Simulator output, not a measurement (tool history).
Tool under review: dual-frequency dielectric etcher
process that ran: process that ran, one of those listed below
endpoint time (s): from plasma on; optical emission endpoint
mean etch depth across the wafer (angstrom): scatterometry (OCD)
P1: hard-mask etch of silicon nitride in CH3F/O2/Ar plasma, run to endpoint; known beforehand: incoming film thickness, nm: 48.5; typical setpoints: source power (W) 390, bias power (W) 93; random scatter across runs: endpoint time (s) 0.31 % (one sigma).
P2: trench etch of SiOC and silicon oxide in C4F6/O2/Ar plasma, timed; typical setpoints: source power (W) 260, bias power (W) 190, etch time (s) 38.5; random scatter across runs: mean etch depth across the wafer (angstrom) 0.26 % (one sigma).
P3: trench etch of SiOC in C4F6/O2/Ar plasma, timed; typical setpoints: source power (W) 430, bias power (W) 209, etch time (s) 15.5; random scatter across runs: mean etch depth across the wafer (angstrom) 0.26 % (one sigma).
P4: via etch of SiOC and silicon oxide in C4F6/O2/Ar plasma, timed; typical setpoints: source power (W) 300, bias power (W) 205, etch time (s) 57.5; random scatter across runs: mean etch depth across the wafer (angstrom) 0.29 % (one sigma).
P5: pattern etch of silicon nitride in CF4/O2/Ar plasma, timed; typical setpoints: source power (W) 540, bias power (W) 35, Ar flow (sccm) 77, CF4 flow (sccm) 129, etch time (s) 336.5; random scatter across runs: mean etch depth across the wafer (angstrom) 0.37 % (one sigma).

run	day	process that ran	source power (W)	bias power (W)	etch time (s)	Ar flow (sccm)	CF4 flow (sccm)	hours since the last wet clean	hours since the last source power generator calibration	hours since the last bias power generator calibration	endpoint time (s)	mean etch depth across the wafer (angstrom)
1	0.212	P1	390	93				288.5	755	1502.7	65.427	
2	0.542	P1	390	62				296.4	762.9	1510.6	75.316	
3	0.838	P4	390	205	57.5			303.5	770	1517.7		675.22
4	1.046	P1	390	93				308.5	775	1522.7	64.879	
5	1.317	P2	260	190	38.5			315	781.5	1529.2		648.06
6	1.575	P1	390	93				321.2	787.7	1535.4	64.98	
7	1.867	P4	300	121	57.5			328.2	794.7	1542.4		516.8
8	2.196	P1	220	93				336.1	802.6	1550.3	80.614	
9	2.404	P2	260	190	56.5			341.1	807.6	1555.3		949.04
10	2.775	P1	390	128				350	816.5	1564.2	58.162	
11	3.012	P1	480	108				355.7	822.2	1569.9	56.846	
12	3.242	P5	660	35	336.5	77	129	361.2	827.7	1575.4		7790
13	3.512	P3	430	209	22.5			367.7	834.2	1581.9		506.17
14	3.688	P1	500	128				371.9	838.4	1586.1	53	
15	3.946	P5	540	35	336.5	77	129	378.1	844.6	1592.3		6544.8
16	4.133	P1	390	93				382.6	849.1	1596.8	65.063	
17	4.433	P4	300	205	57.5			389.8	856.3	1604		610.2
18	4.629	P5	540	46	336.5	77	129	394.5	861	1608.7		7102.3
19	4.921	P3	430	209	15.5			401.5	868	1615.7		348.53
20	5.096	P5	540	35	336.5	77	155	405.7	872.2	1619.9		6598.7
# day 5.154: bias power generator calibrated
21	5.433	P1	390	93				413.8	880.3	6.8	65.404	
22	5.788	P4	300	205	43.5			422.3	888.8	15.3		463.96
23	6.096	P4	300	205	57.5			429.7	896.2	22.7		610.95
24	6.271	P2	260	247	38.5			433.9	900.4	26.9		706.24
25	6.433	P3	600	209	15.5			437.8	904.3	30.8		396.99
26	6.596	P2	200	190	38.5			441.7	908.2	34.7		588.06
27	6.842	P5	540	35	336.5	77	129	447.6	914.1	40.6		6530.4
28	7.017	P5	540	35	185	77	129	451.8	918.3	44.8		3587.5
29	7.392	P3	430	209	15.5			460.8	927.3	53.8		348.32
30	7.638	P3	430	296	15.5			466.7	933.2	59.7		391.29
31	7.983	P1	520	93				475	941.5	68	58.232	
32	8.296	P5	540	35	336.5	101	129	482.5	949	75.5		6286
33	8.533	P1	390	93				488.2	954.7	81.2	65.013	
34	8.896	P1	390	93				496.9	963.4	89.9	65.105	
35	9.088	P1	390	93				501.5	968	94.5	64.384	
36	9.392	P1	390	93				508.8	975.3	101.8	64.308	
# day 9.462: wet clean of the chamber
37	9.617	P1	390	93				3.8	980.7	107.2	64.427	
38	9.783	P1	390	93				7.8	984.7	111.2	63.745	
39	10.138	P1	390	93				16.3	993.2	119.7	64.24	
40	10.308	P1	390	93				20.4	997.3	123.8	64.142	

What P1 gives has crept off from where it sat before. The 2 causes that follow fit the log equally well, each at the size noted:
A: source power that arrives over what is set, % = 4.73
B: bias power that arrives over what is set, % = 4.86
Onset of the creep was near day 8.896.
The rest of the possible causes, and what rules out each one:
chamber walls in a state that raises the etch rate, %: its service at day 9.462 followed the start of the drift and did not put the process back to its old value

You are offered 4 check runs, listed below with question marks in place of their results; each one averages 2 wafers. Which run separates the listed causes by giving clearly different results for each?
check 1	10.479	P3	590	209	20							?
check 2	10.479	P4	300	124	57.5							?
check 3	10.479	P5	540	35	336.5	100	129					?
check 4	10.479	P2	260	190	45.5							?

How each check would come out, cause by cause:
check	result	if A	if B
check 1	mean etch depth across the wafer (angstrom)	516.38	514.91
check 2	mean etch depth across the wafer (angstrom)	530.75	528.76
check 3	mean etch depth across the wafer (angstrom)	6558.9	6396.1
check 4	mean etch depth across the wafer (angstrom)	780.28	778.69
Separation of the two closest causes in each check, using whichever result separates them best: check 1 0.28 %; check 2 0.38 %; check 3 2.51 %; check 4 0.2 %
Check 3 tells the causes apart: in the others they would give nearly the same result.

The results of check 3 are: mean etch depth across the wafer (angstrom) 6542.8. Based on these, which of the listed causes is it?

Of the candidate causes, it is A: source power that arrives over what is set, %.

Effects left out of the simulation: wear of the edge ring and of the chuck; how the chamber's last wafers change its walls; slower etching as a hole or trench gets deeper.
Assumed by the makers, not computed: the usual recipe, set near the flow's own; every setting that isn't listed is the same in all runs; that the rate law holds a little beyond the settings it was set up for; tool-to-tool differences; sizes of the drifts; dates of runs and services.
